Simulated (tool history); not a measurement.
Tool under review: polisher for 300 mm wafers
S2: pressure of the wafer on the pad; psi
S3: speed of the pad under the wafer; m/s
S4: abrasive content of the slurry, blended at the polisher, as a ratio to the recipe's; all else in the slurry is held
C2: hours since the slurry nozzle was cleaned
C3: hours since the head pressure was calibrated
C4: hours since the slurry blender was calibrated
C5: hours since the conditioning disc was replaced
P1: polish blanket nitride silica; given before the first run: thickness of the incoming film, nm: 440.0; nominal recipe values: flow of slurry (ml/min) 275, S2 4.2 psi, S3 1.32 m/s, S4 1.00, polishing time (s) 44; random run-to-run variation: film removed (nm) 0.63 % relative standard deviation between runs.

{"run": 1, "hour": 11.8, "flow of slurry (ml/min)": 275, "S2": 4.2, "S3": 1.32, "S4": 1.0, "polishing time (s)": 44, "wafers polished on this pad": 427, "C2": 251.6, "C3": 140.4, "C4": 94.9, "C5": 195.2, "film removed (nm)": 43.668}
{"run": 2, "hour": 21.5, "flow of slurry (ml/min)": 275, "S2": 4.2, "S3": 1.8, "S4": 1.0, "polishing time (s)": 44, "wafers polished on this pad": 530, "C2": 261.3, "C3": 150.1, "C4": 104.6, "C5": 204.9, "film removed (nm)": 55.044}
{"run": 3, "hour": 29.5, "flow of slurry (ml/min)": 275, "S2": 4.2, "S3": 1.32, "S4": 1.25, "polishing time (s)": 44, "wafers polished on this pad": 614, "C2": 269.3, "C3": 158.1, "C4": 112.6, "C5": 212.9, "film removed (nm)": 47.38}
{"run": 4, "hour": 38.6, "flow of slurry (ml/min)": 275, "S2": 4.2, "S3": 1.32, "S4": 1.0, "polishing time (s)": 57, "wafers polished on this pad": 710, "C2": 278.4, "C3": 167.2, "C4": 121.7, "C5": 222.0, "film removed (nm)": 56.712}
{"hour": 41.0, "done": "slurry blender recalibrated"}
{"run": 5, "hour": 48.7, "flow of slurry (ml/min)": 165, "S2": 4.2, "S3": 1.32, "S4": 1.0, "polishing time (s)": 44, "wafers polished on this pad": 816, "C2": 288.5, "C3": 177.3, "C4": 7.7, "C5": 232.1, "film removed (nm)": 40.622}
{"run": 6, "hour": 62.3, "flow of slurry (ml/min)": 275, "S2": 4.2, "S3": 1.32, "S4": 0.55, "polishing time (s)": 44, "wafers polished on this pad": 960, "C2": 302.1, "C3": 190.9, "C4": 21.3, "C5": 245.7, "film removed (nm)": 31.978}
{"run": 7, "hour": 74.9, "flow of slurry (ml/min)": 180, "S2": 4.2, "S3": 1.32, "S4": 1.45, "polishing time (s)": 44, "wafers polished on this pad": 1093, "C2": 314.7, "C3": 203.5, "C4": 33.9, "C5": 258.3, "film removed (nm)": 47.919}
{"run": 8, "hour": 86.8, "flow of slurry (ml/min)": 275, "S2": 4.2, "S3": 1.32, "S4": 1.0, "polishing time (s)": 44, "wafers polished on this pad": 1218, "C2": 326.6, "C3": 215.4, "C4": 45.8, "C5": 270.2, "film removed (nm)": 43.871}
{"run": 9, "hour": 100.9, "flow of slurry (ml/min)": 275, "S2": 4.2, "S3": 1.32, "S4": 1.0, "polishing time (s)": 44, "wafers polished on this pad": 1367, "C2": 340.7, "C3": 229.5, "C4": 59.9, "C5": 284.3, "film removed (nm)": 43.421}
{"run": 10, "hour": 110.5, "flow of slurry (ml/min)": 415, "S2": 4.2, "S3": 1.32, "S4": 1.0, "polishing time (s)": 44, "wafers polished on this pad": 1468, "C2": 350.3, "C3": 239.1, "C4": 69.5, "C5": 293.9, "film removed (nm)": 44.976}
{"run": 11, "hour": 123.7, "flow of slurry (ml/min)": 275, "S2": 2.3, "S3": 1.32, "S4": 1.0, "polishing time (s)": 44, "wafers polished on this pad": 1607, "C2": 363.5, "C3": 252.3, "C4": 82.7, "C5": 307.1, "film removed (nm)": 23.892}
{"run": 12, "hour": 130.7, "flow of slurry (ml/min)": 275, "S2": 4.2, "S3": 0.98, "S4": 1.0, "polishing time (s)": 44, "wafers polished on this pad": 1681, "C2": 370.5, "C3": 259.3, "C4": 89.7, "C5": 314.1, "film removed (nm)": 33.915}
{"run": 13, "hour": 140.5, "flow of slurry (ml/min)": 275, "S2": 6.6, "S3": 1.32, "S4": 1.0, "polishing time (s)": 44, "wafers polished on this pad": 1784, "C2": 380.3, "C3": 269.1, "C4": 99.5, "C5": 323.9, "film removed (nm)": 67.589}
{"run": 14, "hour": 152.7, "flow of slurry (ml/min)": 275, "S2": 4.2, "S3": 1.32, "S4": 1.0, "polishing time (s)": 30, "wafers polished on this pad": 1913, "C2": 392.5, "C3": 281.3, "C4": 111.7, "C5": 336.1, "film removed (nm)": 29.547}
{"run": 15, "hour": 159.1, "flow of slurry (ml/min)": 275, "S2": 4.2, "S3": 1.32, "S4": 1.0, "polishing time (s)": 44, "wafers polished on this pad": 1980, "C2": 398.9, "C3": 287.7, "C4": 118.1, "C5": 342.5, "film removed (nm)": 43.362}
{"run": 16, "hour": 172.8, "flow of slurry (ml/min)": 275, "S2": 4.2, "S3": 1.32, "S4": 1.0, "polishing time (s)": 44, "wafers polished on this pad": 2125, "C2": 412.6, "C3": 301.4, "C4": 131.8, "C5": 356.2, "film removed (nm)": 43.142}
{"run": 17, "hour": 180.3, "flow of slurry (ml/min)": 275, "S2": 4.2, "S3": 1.32, "S4": 1.0, "polishing time (s)": 44, "wafers polished on this pad": 2204, "C2": 420.1, "C3": 308.9, "C4": 139.3, "C5": 363.7, "film removed (nm)": 43.259}
{"run": 18, "hour": 188.8, "flow of slurry (ml/min)": 275, "S2": 4.2, "S3": 1.32, "S4": 1.0, "polishing time (s)": 44, "wafers polished on this pad": 2293, "C2": 428.6, "C3": 317.4, "C4": 147.8, "C5": 372.2, "film removed (nm)": 42.319}
{"run": 19, "hour": 195.2, "flow of slurry (ml/min)": 275, "S2": 4.2, "S3": 1.32, "S4": 1.0, "polishing time (s)": 44, "wafers polished on this pad": 2361, "C2": 435.0, "C3": 323.8, "C4": 154.2, "C5": 378.6, "film removed (nm)": 40.526}
{"run": 20, "hour": 203.7, "flow of slurry (ml/min)": 275, "S2": 4.2, "S3": 1.32, "S4": 1.0, "polishing time (s)": 44, "wafers polished on this pad": 2450, "C2": 443.5, "C3": 332.3, "C4": 162.7, "C5": 387.1, "film removed (nm)": 39.586}
{"run": 21, "hour": 217.7, "flow of slurry (ml/min)": 275, "S2": 4.2, "S3": 1.32, "S4": 1.0, "polishing time (s)": 44, "wafers polished on this pad": 2598, "C2": 457.5, "C3": 346.3, "C4": 176.7, "C5": 401.1, "film removed (nm)": 38.925}
{"hour": 218.4, "done": "head pressure recalibrated"}
{"run": 22, "hour": 228.8, "flow of slurry (ml/min)": 275, "S2": 4.2, "S3": 1.32, "S4": 1.0, "polishing time (s)": 44, "wafers polished on this pad": 2715, "C2": 468.6, "C3": 10.5, "C4": 187.8, "C5": 412.2, "film removed (nm)": 38.042}
{"run": 23, "hour": 235.7, "flow of slurry (ml/min)": 275, "S2": 4.2, "S3": 1.32, "S4": 1.0, "polishing time (s)": 44, "wafers polished on this pad": 2788, "C2": 475.5, "C3": 17.4, "C4": 194.7, "C5": 419.1, "film removed (nm)": 38.235}
{"hour": 239.8, "done": "conditioning disc replaced and pad reconditioned"}
{"run": 24, "hour": 245.3, "flow of slurry (ml/min)": 275, "S2": 4.2, "S3": 1.32, "S4": 1.0, "polishing time (s)": 44, "wafers polished on this pad": 2889, "C2": 485.1, "C3": 27.0, "C4": 204.3, "C5": 5.5, "film removed (nm)": 37.626}
{"run": 25, "hour": 257.2, "flow of slurry (ml/min)": 275, "S2": 4.2, "S3": 1.32, "S4": 1.0, "polishing time (s)": 44, "wafers polished on this pad": 3014, "C2": 497.0, "C3": 38.9, "C4": 216.2, "C5": 17.4, "film removed (nm)": 37.878}
{"run": 26, "hour": 268.3, "flow of slurry (ml/min)": 275, "S2": 4.2, "S3": 1.32, "S4": 1.0, "polishing time (s)": 44, "wafers polished on this pad": 3131, "C2": 508.1, "C3": 50.0, "C4": 227.3, "C5": 28.5, "film removed (nm)": 37.48}

Compared with where it was, what P1 gives has crept away. Each cause listed below fits the log as well as the rest, at the size given for it:
A: abrasive missing from the slurry, % = 24.8
B: removal rate lost through wear of the pad, % = 13.1
The gradual shift began around hour 180.3.
Excluded causes, each with its reason:
slurry flow missing at the pad, %: at most 40, giving a -6.2 % change in film removed (nm): too small, or against the direction of the creep
head's pressure below its setpoint, %: was serviced at hour 218.4, once the creep was under way, yet the earlier output never came back
time polished since the conditioner stopped cutting, s: was serviced at hour 239.8, once the creep was under way, yet the earlier output never came back

Each of the check runs listed below is run on 2 wafers and reports their average, with the results left as question marks. Pick the one under which the possible causes would lead to clearly different results.
{"run": "check 1", "hour": 279.4, "flow of slurry (ml/min)": 165, "S2": 4.2, "S3": 1.32, "S4": 1.0, "polishing time (s)": 44, "film removed (nm)": "?"}
{"run": "check 2", "hour": 279.4, "flow of slurry (ml/min)": 275, "S2": 2.8, "S3": 1.32, "S4": 1.0, "polishing time (s)": 44, "film removed (nm)": "?"}
{"run": "check 3", "hour": 279.4, "flow of slurry (ml/min)": 375, "S2": 6.6, "S3": 1.32, "S4": 1.0, "polishing time (s)": 44, "film removed (nm)": "?"}
{"run": "check 4", "hour": 279.4, "flow of slurry (ml/min)": 275, "S2": 4.2, "S3": 1.32, "S4": 0.55, "polishing time (s)": 33, "film removed (nm)": "?"}

How each check would come out, cause by cause:
check=check_1 result=film_removed_(nm) if_A=35.378 if_B=35.352
check=check_2 result=film_removed_(nm) if_A=25.142 if_B=25.124
check=check_3 result=film_removed_(nm) if_A=60.829 if_B=60.785
check=check_4 result=film_removed_(nm) if_A=19.779 if_B=20.602
How far apart the two closest causes lie, in the result that separates them most: check 1 0.07 %; check 2 0.07 %; check 3 0.07 %; check 4 4.08 %
Only in check 4 would the causes give clearly different results; in the remaining checks their results would be nearly the same.

Running check 4 produced the following: film removed (nm) 19.742. Which one of the listed causes fits?

Of the candidate causes, it is A: abrasive missing from the slurry, %.
